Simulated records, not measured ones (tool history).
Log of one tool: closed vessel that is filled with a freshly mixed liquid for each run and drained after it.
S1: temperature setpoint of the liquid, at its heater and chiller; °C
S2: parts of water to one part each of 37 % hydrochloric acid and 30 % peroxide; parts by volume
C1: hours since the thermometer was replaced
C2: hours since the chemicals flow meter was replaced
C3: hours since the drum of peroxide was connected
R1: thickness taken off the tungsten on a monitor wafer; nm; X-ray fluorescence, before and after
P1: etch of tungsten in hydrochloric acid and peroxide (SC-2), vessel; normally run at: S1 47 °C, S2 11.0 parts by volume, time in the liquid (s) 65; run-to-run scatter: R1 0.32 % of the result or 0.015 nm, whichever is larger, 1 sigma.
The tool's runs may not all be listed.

Run 1, hour 4.2: S1 47 °C, S2 11.0 parts by volume, time in the liquid (s) 65; C1 1373.7; C2 436.9; C3 1082.3. Result: R1 7.7334 nm.
Run 2, hour 8.5: S1 47 °C, S2 11.0 parts by volume, time in the liquid (s) 30; C1 1378.0; C2 441.2; C3 1086.6. Result: R1 3.5298 nm.
Run 3, hour 12.0: S1 35 °C, S2 11.0 parts by volume, time in the liquid (s) 65; C1 1381.5; C2 444.7; C3 1090.1. Result: R1 3.3000 nm.
Run 4, hour 17.3: S1 47 °C, S2 11.0 parts by volume, time in the liquid (s) 65; C1 1386.8; C2 450.0; C3 1095.4. Result: R1 7.6799 nm.
Run 5, hour 20.7: S1 47 °C, S2 11.0 parts by volume, time in the liquid (s) 65; C1 1390.2; C2 453.4; C3 1098.8. Result: R1 7.6590 nm.
Run 6, hour 24.5: S1 47 °C, S2 4.0 parts by volume, time in the liquid (s) 65; C1 1394.0; C2 457.2; C3 1102.6. Result: R1 16.6980 nm.
At hour 27.3: new drum of peroxide connected.
Run 7, hour 29.9: S1 47 °C, S2 19.5 parts by volume, time in the liquid (s) 65; C1 1399.4; C2 462.6; C3 2.6. Result: R1 4.6587 nm.
Run 8, hour 35.1: S1 47 °C, S2 11.0 parts by volume, time in the liquid (s) 95; C1 1404.6; C2 467.8; C3 7.8. Result: R1 11.2760 nm.
Run 9, hour 40.0: S1 47 °C, S2 11.0 parts by volume, time in the liquid (s) 65; C1 1409.5; C2 472.7; C3 12.7. Result: R1 7.6927 nm.
Run 10, hour 42.7: S1 60 °C, S2 11.0 parts by volume, time in the liquid (s) 65; C1 1412.2; C2 475.4; C3 15.4. Result: R1 18.0010 nm.
Run 11, hour 45.8: S1 47 °C, S2 11.0 parts by volume, time in the liquid (s) 65; C1 1415.3; C2 478.5; C3 18.5. Result: R1 7.7360 nm.
Run 12, hour 49.7: S1 56 °C, S2 4.0 parts by volume, time in the liquid (s) 65; C1 1419.2; C2 482.4; C3 22.4. Result: R1 30.2110 nm.
Run 13, hour 54.1: S1 47 °C, S2 11.0 parts by volume, time in the liquid (s) 65; C1 1423.6; C2 486.8; C3 26.8. Result: R1 7.6849 nm.
Run 14, hour 58.6: S1 47 °C, S2 11.0 parts by volume, time in the liquid (s) 65; C1 1428.1; C2 491.3; C3 31.3. Result: R1 7.7056 nm.
Run 15, hour 61.3: S1 47 °C, S2 11.0 parts by volume, time in the liquid (s) 65; C1 1430.8; C2 494.0; C3 34.0. Result: R1 7.5262 nm.
Run 16, hour 65.6: S1 47 °C, S2 11.0 parts by volume, time in the liquid (s) 65; C1 1435.1; C2 498.3; C3 38.3. Result: R1 7.3226 nm.
Run 17, hour 69.3: S1 47 °C, S2 11.0 parts by volume, time in the liquid (s) 65; C1 1438.8; C2 502.0; C3 42.0. Result: R1 7.2355 nm.
Run 18, hour 71.9: S1 47 °C, S2 11.0 parts by volume, time in the liquid (s) 65; C1 1441.4; C2 504.6; C3 44.6. Result: R1 7.1651 nm.
Run 19, hour 74.7: S1 47 °C, S2 11.0 parts by volume, time in the liquid (s) 65; C1 1444.2; C2 507.4; C3 47.4. Result: R1 7.1014 nm.
At hour 75.6: new drum of peroxide connected.
Run 20, hour 78.8: S1 47 °C, S2 11.0 parts by volume, time in the liquid (s) 65; C1 1448.3; C2 511.5; C3 3.2. Result: R1 7.1206 nm.
Run 21, hour 81.4: S1 47 °C, S2 11.0 parts by volume, time in the liquid (s) 65; C1 1450.9; C2 514.1; C3 5.8. Result: R1 7.0511 nm.
Run 22, hour 85.7: S1 47 °C, S2 11.0 parts by volume, time in the liquid (s) 65; C1 1455.2; C2 518.4; C3 10.1. Result: R1 7.0567 nm.
Run 23, hour 88.4: S1 47 °C, S2 11.0 parts by volume, time in the liquid (s) 65; C1 1457.9; C2 521.1; C3 12.8. Result: R1 7.0086 nm.
Run 24, hour 91.4: S1 47 °C, S2 11.0 parts by volume, time in the liquid (s) 65; C1 1460.9; C2 524.1; C3 15.8. Result: R1 7.0435 nm.
Run 25, hour 94.9: S1 47 °C, S2 11.0 parts by volume, time in the liquid (s) 65; C1 1464.4; C2 527.6; C3 19.3. Result: R1 7.0101 nm.

What P1 gives has crept away from where it was. These 2 causes fit the log equally well, each at the size given:
A: liquid colder than its thermometer reads (K) = 1.36
B: chemicals flow below the setpoint (%) = 10.3
The creep began at about hour 58.6.
Why every other cause is out:
peroxide weaker than its label (%): serviced at hour 75.6, which brought nothing back

4 check runs are offered, each on 2 wafers whose results are averaged, their results left as question marks. Which one tells the causes apart?
Run check 1, hour 98.4: S1 47 °C, S2 7.5 parts by volume, time in the liquid (s) 65. Result: R1 ?.
Run check 2, hour 98.4: S1 35 °C, S2 5.0 parts by volume, time in the liquid (s) 65. Result: R1 ?.
Run check 3, hour 98.4: S1 47 °C, S2 19.0 parts by volume, time in the liquid (s) 40. Result: R1 ?.
Run check 4, hour 98.4: S1 41 °C, S2 18.0 parts by volume, time in the liquid (s) 65. Result: R1 ?.

What each check would give under each cause:
  check  result    if A    if B
check 1      R1  9.5979  9.6559
check 2      R1  5.5435  5.6631
check 3      R1  2.6720  2.6558
check 4      R1  2.9986  2.9927
How far apart the two closest causes lie, in the result that separates them most: check 1 0.6 %; check 2 2.14 %; check 3 0.61 %; check 4 0.2 %
Check 2 tells the causes apart: in the others they would give nearly the same result.

Then check 2 was run and gave: R1 5.5345 nm. Which cause is it?

It is A: liquid colder than its thermometer reads (K).
